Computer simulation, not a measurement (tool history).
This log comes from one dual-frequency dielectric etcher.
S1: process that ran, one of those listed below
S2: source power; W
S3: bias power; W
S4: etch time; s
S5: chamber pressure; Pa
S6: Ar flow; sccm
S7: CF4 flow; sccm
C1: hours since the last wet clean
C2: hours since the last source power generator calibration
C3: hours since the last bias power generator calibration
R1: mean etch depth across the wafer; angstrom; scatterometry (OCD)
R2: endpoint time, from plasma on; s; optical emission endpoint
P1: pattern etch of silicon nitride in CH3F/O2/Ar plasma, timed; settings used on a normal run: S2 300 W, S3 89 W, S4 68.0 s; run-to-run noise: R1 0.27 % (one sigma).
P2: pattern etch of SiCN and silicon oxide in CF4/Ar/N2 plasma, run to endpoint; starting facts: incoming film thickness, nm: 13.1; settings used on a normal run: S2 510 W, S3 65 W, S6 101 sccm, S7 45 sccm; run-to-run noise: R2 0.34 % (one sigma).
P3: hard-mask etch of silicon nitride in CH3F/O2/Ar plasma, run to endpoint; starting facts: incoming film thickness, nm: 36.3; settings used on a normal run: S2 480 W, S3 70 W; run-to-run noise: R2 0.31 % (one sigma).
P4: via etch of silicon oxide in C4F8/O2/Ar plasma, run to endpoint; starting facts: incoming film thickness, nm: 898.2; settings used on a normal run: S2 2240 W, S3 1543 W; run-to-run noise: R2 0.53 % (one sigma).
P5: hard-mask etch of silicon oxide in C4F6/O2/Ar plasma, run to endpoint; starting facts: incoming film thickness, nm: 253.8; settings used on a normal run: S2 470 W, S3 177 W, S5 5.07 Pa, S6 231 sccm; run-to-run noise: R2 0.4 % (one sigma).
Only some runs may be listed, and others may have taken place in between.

| run | hour | S1 | S2 | S3 | S4 | S5 | S6 | S7 | C1 | C2 | C3 | R1 | R2 |
|---|---|---|---|---|---|---|---|---|---|---|---|---|---|
| 1 | 18.8 | P1 | 300 | 89 | 68.0 |  |  |  | 134.8 | 3182.3 | 856.7 | 462.53 |  |
| 2 | 35.6 | P1 | 300 | 89 | 68.0 |  |  |  | 151.6 | 3199.1 | 873.5 | 462.36 |  |
| 3 | 51.5 | P1 | 300 | 89 | 49.0 |  |  |  | 167.5 | 3215.0 | 889.4 | 332.98 |  |
| 4 | 68.7 | P1 | 300 | 117 | 68.0 |  |  |  | 184.7 | 3232.2 | 906.6 | 511.39 |  |
| 5 | 83.3 | P1 | 300 | 89 | 68.0 |  |  |  | 199.3 | 3246.8 | 921.2 | 461.59 |  |
| 6 | 99.5 | P3 | 670 | 70 |  |  |  |  | 215.5 | 3263.0 | 937.4 |  | 43.891 |
| 7 | 113.1 | P4 | 2240 | 2170 |  |  |  |  | 229.1 | 3276.6 | 951.0 |  | 160.610 |
| 8 | 132.0 | P5 | 470 | 177 |  | 4.07 | 231 |  | 248.0 | 3295.5 | 969.9 |  | 73.979 |
| 9 | 142.1 | P3 | 480 | 70 |  |  |  |  | 258.1 | 3305.6 | 980.0 |  | 49.677 |
| 10 | 152.6 | P1 | 300 | 89 | 87.0 |  |  |  | 268.6 | 3316.1 | 990.5 | 591.02 |  |
| 11 | 166.1 | P5 | 470 | 177 |  | 5.07 | 231 |  | 282.1 | 3329.6 | 1004.0 |  | 75.933 |
| 12 | 176.8 | P2 | 510 | 65 |  |  | 101 | 45 | 292.8 | 3340.3 | 1014.7 |  | 15.560 |
| 13 | 190.6 | P3 | 480 | 70 |  |  |  |  | 306.6 | 3354.1 | 1028.5 |  | 50.217 |
|  | 197.9 | bias power generator calibrated |
| 14 | 203.3 | P5 | 470 | 124 |  | 5.07 | 231 |  | 319.3 | 3366.8 | 5.5 |  | 84.088 |
| 15 | 211.7 | P1 | 220 | 89 | 68.0 |  |  |  | 327.7 | 3375.2 | 13.9 | 414.02 |  |
| 16 | 223.1 | P5 | 470 | 177 |  | 5.07 | 300 |  | 339.1 | 3386.6 | 25.3 |  | 78.030 |
| 17 | 234.1 | P2 | 510 | 65 |  |  | 129 | 45 | 350.1 | 3397.6 | 36.3 |  | 16.018 |
| 18 | 243.5 | P1 | 300 | 89 | 68.0 |  |  |  | 359.5 | 3407.0 | 45.7 | 460.87 |  |
| 19 | 252.9 | P4 | 1430 | 1543 |  |  |  |  | 368.9 | 3416.4 | 55.1 |  | 215.390 |
| 20 | 265.5 | P3 | 480 | 97 |  |  |  |  | 381.5 | 3429.0 | 67.7 |  | 44.357 |
| 21 | 278.2 | P1 | 300 | 72 | 68.0 |  |  |  | 394.2 | 3441.7 | 80.4 | 428.65 |  |
| 22 | 291.7 | P1 | 300 | 89 | 68.0 |  |  |  | 407.7 | 3455.2 | 93.9 | 459.84 |  |
|  | 299.0 | wet clean of the chamber |
| 23 | 307.6 | P1 | 390 | 89 | 68.0 |  |  |  | 8.6 | 3471.1 | 109.8 | 510.02 |  |
| 24 | 317.3 | P2 | 300 | 65 |  |  | 101 | 45 | 18.3 | 3480.8 | 119.5 |  | 24.424 |
| 25 | 331.9 | P4 | 2240 | 1543 |  |  |  |  | 32.9 | 3495.4 | 134.1 |  | 179.800 |
| 26 | 345.5 | P2 | 510 | 65 |  |  | 101 | 59 | 46.5 | 3509.0 | 147.7 |  | 14.751 |
| 27 | 353.8 | P1 | 300 | 119 | 84.5 |  |  |  | 54.8 | 3517.3 | 156.0 | 638.97 |  |
| 28 | 370.3 | P2 | 510 | 65 |  |  | 101 | 45 | 71.3 | 3533.8 | 172.5 |  | 15.411 |
| 29 | 387.7 | P5 | 470 | 177 |  | 5.07 | 231 |  | 88.7 | 3551.2 | 189.9 |  | 75.730 |
| 30 | 402.9 | P2 | 510 | 50 |  |  | 101 | 45 | 103.9 | 3566.4 | 205.1 |  | 16.875 |
| 31 | 419.6 | P5 | 350 | 177 |  | 5.07 | 231 |  | 120.6 | 3583.1 | 221.8 |  | 84.860 |
| 32 | 438.3 | P1 | 300 | 89 | 68.0 |  |  |  | 139.3 | 3601.8 | 240.5 | 460.52 |  |
| 33 | 447.5 | P1 | 300 | 89 | 68.0 |  |  |  | 148.5 | 3611.0 | 249.7 | 461.82 |  |
| 34 | 455.8 | P1 | 300 | 89 | 68.0 |  |  |  | 156.8 | 3619.3 | 258.0 | 465.01 |  |
| 35 | 465.5 | P1 | 300 | 89 | 68.0 |  |  |  | 166.5 | 3629.0 | 267.7 | 466.22 |  |
| 36 | 477.5 | P1 | 300 | 89 | 68.0 |  |  |  | 178.5 | 3641.0 | 279.7 | 467.68 |  |
|  | 484.6 | wet clean of the chamber |
| 37 | 487.3 | P1 | 300 | 89 | 68.0 |  |  |  | 2.7 | 3650.8 | 289.5 | 468.02 |  |
| 38 | 498.0 | P1 | 300 | 89 | 68.0 |  |  |  | 13.4 | 3661.5 | 300.2 | 466.81 |  |
| 39 | 516.2 | P1 | 300 | 89 | 68.0 |  |  |  | 31.6 | 3679.7 | 318.4 | 468.51 |  |

What P1 gives has crept away from where it was. These 2 causes fit the log equally well, each at the size given:
A: source power that arrives over what is set, % = 4.14
B: bias power that arrives over what is set, % = 4.2
The drift started at roughly hour 447.5.
Every other cause this tool's parts could produce, and why it does not fit the log:
chamber walls in a state that raises the etch rate, %: work on it at hour 484.6, done after the drift set in, did not restore what the process gave before

Which of the check runs below tells the causes apart, meaning the causes would give it clearly different results? Each run uses 2 wafers whose results are averaged, and each result is shown as a question mark.
| check 1 | 534.4 | P3 | 570 | 91 |  |  |  |  |  |  |  |  | ? |
| check 2 | 534.4 | P2 | 310 | 65 |  |  | 101 | 45 |  |  |  |  | ? |
| check 3 | 534.4 | P5 | 470 | 142 |  | 5.07 | 231 |  |  |  |  |  | ? |
| check 4 | 534.4 | P4 | 1440 | 2156 |  |  |  |  |  |  |  |  | ? |

If the cause were each of the candidates in turn, the checks would give the following:
| check | result | if A | if B |
|---|---|---|---|
| check 1 | R2 | 41.952 | 41.985 |
| check 2 | R2 | 22.990 | 23.464 |
| check 3 | R2 | 79.724 | 80.036 |
| check 4 | R2 | 190.920 | 191.640 |
Per-check spread between the two closest causes, in the result where they differ most: check 1 0.08 %; check 2 2.04 %; check 3 0.39 %; check 4 0.37 %
The causes can be told apart only by check 2. The other checks would give nearly the same results under each of them.

Here is what check 2 returned: R2 22.985 s. Which cause is it?

It is A: source power that arrives over what is set, %.
